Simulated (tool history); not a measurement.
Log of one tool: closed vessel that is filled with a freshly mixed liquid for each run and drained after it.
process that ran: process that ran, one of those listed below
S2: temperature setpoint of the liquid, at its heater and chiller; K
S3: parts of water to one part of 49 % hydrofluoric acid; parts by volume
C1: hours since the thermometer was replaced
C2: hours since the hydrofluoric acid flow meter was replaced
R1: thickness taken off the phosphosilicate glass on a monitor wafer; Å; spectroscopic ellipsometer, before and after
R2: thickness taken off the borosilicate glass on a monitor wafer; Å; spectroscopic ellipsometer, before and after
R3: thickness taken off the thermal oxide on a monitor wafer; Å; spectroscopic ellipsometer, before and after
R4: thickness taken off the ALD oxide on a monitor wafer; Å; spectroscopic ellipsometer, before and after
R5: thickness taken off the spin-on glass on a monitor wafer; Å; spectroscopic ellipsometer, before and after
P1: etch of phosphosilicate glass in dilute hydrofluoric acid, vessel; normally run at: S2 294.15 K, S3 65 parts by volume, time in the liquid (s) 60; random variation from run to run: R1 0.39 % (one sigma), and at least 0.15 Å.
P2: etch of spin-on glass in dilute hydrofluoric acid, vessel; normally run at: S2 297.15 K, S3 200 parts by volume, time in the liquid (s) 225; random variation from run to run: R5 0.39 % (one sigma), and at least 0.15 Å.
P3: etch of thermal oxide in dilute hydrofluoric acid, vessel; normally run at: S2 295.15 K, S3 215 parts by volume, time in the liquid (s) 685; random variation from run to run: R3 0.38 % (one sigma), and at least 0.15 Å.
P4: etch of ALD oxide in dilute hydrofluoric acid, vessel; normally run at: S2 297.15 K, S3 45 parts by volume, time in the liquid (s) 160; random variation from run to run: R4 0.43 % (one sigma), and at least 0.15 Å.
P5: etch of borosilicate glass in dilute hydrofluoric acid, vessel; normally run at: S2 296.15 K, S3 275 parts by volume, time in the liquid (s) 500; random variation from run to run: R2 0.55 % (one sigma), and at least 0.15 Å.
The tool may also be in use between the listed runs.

Run 1, hour 9.3: process that ran P1, S2 294.15 K, S3 65 parts by volume, time in the liquid (s) 60; C1 262.7; C2 1463.4. Result: R1 513.30 Å.
Run 2, hour 15.6: process that ran P1, S2 294.15 K, S3 65 parts by volume, time in the liquid (s) 60; C1 269.0; C2 1469.7. Result: R1 515.78 Å.
Run 3, hour 27.5: process that ran P1, S2 294.15 K, S3 65 parts by volume, time in the liquid (s) 30; C1 280.9; C2 1481.6. Result: R1 257.27 Å.
Run 4, hour 37.4: process that ran P1, S2 301.65 K, S3 95 parts by volume, time in the liquid (s) 60; C1 290.8; C2 1491.5. Result: R1 458.43 Å.
Run 5, hour 47.8: process that ran P1, S2 294.15 K, S3 65 parts by volume, time in the liquid (s) 100; C1 301.2; C2 1501.9. Result: R1 862.79 Å.
Run 6, hour 59.2: process that ran P5, S2 296.15 K, S3 275 parts by volume, time in the liquid (s) 80; C1 312.6; C2 1513.3. Result: R2 47.882 Å.
Run 7, hour 70.9: process that ran P5, S2 296.15 K, S3 275 parts by volume, time in the liquid (s) 500; C1 324.3; C2 1525.0. Result: R2 299.430 Å.
Run 8, hour 78.5: process that ran P3, S2 295.15 K, S3 215 parts by volume, time in the liquid (s) 1250; C1 331.9; C2 1532.6. Result: R3 222.170 Å.
Run 9, hour 84.7: process that ran P3, S2 295.15 K, S3 215 parts by volume, time in the liquid (s) 685; C1 338.1; C2 1538.8. Result: R3 122.350 Å.
Run 10, hour 94.7: process that ran P3, S2 295.15 K, S3 215 parts by volume, time in the liquid (s) 685; C1 348.1; C2 1548.8. Result: R3 122.090 Å.
Run 11, hour 105.2: process that ran P4, S2 297.15 K, S3 65 parts by volume, time in the liquid (s) 160; C1 358.6; C2 1559.3. Result: R4 306.940 Å.
Run 12, hour 112.8: process that ran P3, S2 290.15 K, S3 215 parts by volume, time in the liquid (s) 685; C1 366.2; C2 1566.9. Result: R3 101.430 Å.
Run 13, hour 121.5: process that ran P1, S2 294.15 K, S3 30 parts by volume, time in the liquid (s) 110; C1 374.9; C2 1575.6. Result: R1 2145.30 Å.
Run 14, hour 127.2: process that ran P3, S2 295.15 K, S3 375 parts by volume, time in the liquid (s) 685; C1 380.6; C2 1581.3. Result: R3 60.271 Å.
Run 15, hour 139.2: process that ran P1, S2 298.15 K, S3 65 parts by volume, time in the liquid (s) 60; C1 392.6; C2 1593.3. Result: R1 607.79 Å.
Run 16, hour 150.7: process that ran P2, S2 297.15 K, S3 200 parts by volume, time in the liquid (s) 45; C1 404.1; C2 1604.8. Result: R5 86.273 Å.
Run 17, hour 159.3: process that ran P2, S2 297.15 K, S3 200 parts by volume, time in the liquid (s) 225; C1 412.7; C2 1613.4. Result: R5 431.260 Å.
Run 18, hour 170.8: process that ran P5, S2 296.15 K, S3 75 parts by volume, time in the liquid (s) 500; C1 424.2; C2 1624.9. Result: R2 1348.100 Å.
Run 19, hour 178.5: process that ran P4, S2 297.15 K, S3 45 parts by volume, time in the liquid (s) 160; C1 431.9; C2 1632.6. Result: R4 455.110 Å.
Run 20, hour 186.9: process that ran P4, S2 290.15 K, S3 45 parts by volume, time in the liquid (s) 160; C1 440.3; C2 1641.0. Result: R4 340.780 Å.
Run 21, hour 194.0: process that ran P1, S2 294.15 K, S3 115 parts by volume, time in the liquid (s) 60; C1 447.4; C2 1648.1. Result: R1 275.53 Å.
Run 22, hour 203.4: process that ran P2, S2 303.65 K, S3 200 parts by volume, time in the liquid (s) 225; C1 456.8; C2 1657.5. Result: R5 540.560 Å.
Run 23, hour 211.7: process that ran P1, S2 294.15 K, S3 65 parts by volume, time in the liquid (s) 60; C1 465.1; C2 1665.8. Result: R1 514.46 Å.
Run 24, hour 219.7: process that ran P4, S2 297.15 K, S3 45 parts by volume, time in the liquid (s) 30; C1 473.1; C2 1673.8. Result: R4 86.023 Å.
Run 25, hour 226.2: process that ran P1, S2 290.15 K, S3 65 parts by volume, time in the liquid (s) 60; C1 479.6; C2 1680.3. Result: R1 437.88 Å.
Run 26, hour 237.7: process that ran P1, S2 294.15 K, S3 25 parts by volume, time in the liquid (s) 60; C1 491.1; C2 1691.8. Result: R1 1405.00 Å.
Run 27, hour 246.7: process that ran P1, S2 290.15 K, S3 65 parts by volume, time in the liquid (s) 100; C1 500.1; C2 1700.8. Result: R1 728.73 Å.
Run 28, hour 253.9: process that ran P1, S2 294.15 K, S3 65 parts by volume, time in the liquid (s) 60; C1 507.3; C2 1708.0. Result: R1 519.00 Å.
Run 29, hour 261.6: process that ran P5, S2 296.15 K, S3 275 parts by volume, time in the liquid (s) 500; C1 515.0; C2 1715.7. Result: R2 296.940 Å.
Run 30, hour 270.3: process that ran P5, S2 290.15 K, S3 275 parts by volume, time in the liquid (s) 500; C1 523.7; C2 1724.4. Result: R2 240.460 Å.
Run 31, hour 281.7: process that ran P2, S2 297.15 K, S3 40 parts by volume, time in the liquid (s) 225; C1 535.1; C2 1735.8. Result: R5 2610.200 Å.
Run 32, hour 292.1: process that ran P1, S2 294.15 K, S3 65 parts by volume, time in the liquid (s) 60; C1 545.5; C2 1746.2. Result: R1 520.28 Å.
Run 33, hour 301.1: process that ran P1, S2 294.15 K, S3 65 parts by volume, time in the liquid (s) 60; C1 554.5; C2 1755.2. Result: R1 546.93 Å.
Run 34, hour 308.9: process that ran P1, S2 294.15 K, S3 65 parts by volume, time in the liquid (s) 60; C1 562.3; C2 1763.0. Result: R1 561.54 Å.
Run 35, hour 315.2: process that ran P1, S2 294.15 K, S3 65 parts by volume, time in the liquid (s) 60; C1 568.6; C2 1769.3. Result: R1 562.95 Å.
Run 36, hour 320.8: process that ran P1, S2 294.15 K, S3 65 parts by volume, time in the liquid (s) 60; C1 574.2; C2 1774.9. Result: R1 564.35 Å.
Run 37, hour 329.0: process that ran P1, S2 294.15 K, S3 65 parts by volume, time in the liquid (s) 60; C1 582.4; C2 1783.1. Result: R1 569.23 Å.
Run 38, hour 335.4: process that ran P1, S2 294.15 K, S3 65 parts by volume, time in the liquid (s) 60; C1 588.8; C2 1789.5. Result: R1 568.38 Å.

What P1 gives has crept away from where it was. These 2 causes fit the log equally well, each at the size given:
A: liquid hotter than its thermometer reads (K) = 2.33
B: hydrofluoric acid flow above the setpoint (%) = 9.34
The creep began at about hour 292.1.

4 check runs are offered, one wafer each, their results left as question marks. Which one tells the causes apart?
Run check 1, hour 341.8: process that ran P4, S2 290.15 K, S3 45 parts by volume, time in the liquid (s) 160. Result: R4 ?.
Run check 2, hour 341.8: process that ran P2, S2 297.15 K, S3 45 parts by volume, time in the liquid (s) 75. Result: R5 ?.
Run check 3, hour 341.8: process that ran P3, S2 295.15 K, S3 325 parts by volume, time in the liquid (s) 1150. Result: R3 ?.
Run check 4, hour 341.8: process that ran P5, S2 296.15 K, S3 85 parts by volume, time in the liquid (s) 215. Result: R2 ?.

What each check would give under each cause:
  check  result     if A     if B
check 1      R4  374.190  371.490
check 2      R5  844.510  843.600
check 3      R3  132.270  136.890
check 4      R2  561.840  564.680
How far apart the two closest causes lie, in the result that separates them most: check 1 0.72 %; check 2 0.11 %; check 3 3.43 %; check 4 0.5 %
Check 3 tells the causes apart: in the others they would give nearly the same result.

Then check 3 was run and gave: R3 137.610 Å. Which cause is it?

It is B: hydrofluoric acid flow above the setpoint (%).

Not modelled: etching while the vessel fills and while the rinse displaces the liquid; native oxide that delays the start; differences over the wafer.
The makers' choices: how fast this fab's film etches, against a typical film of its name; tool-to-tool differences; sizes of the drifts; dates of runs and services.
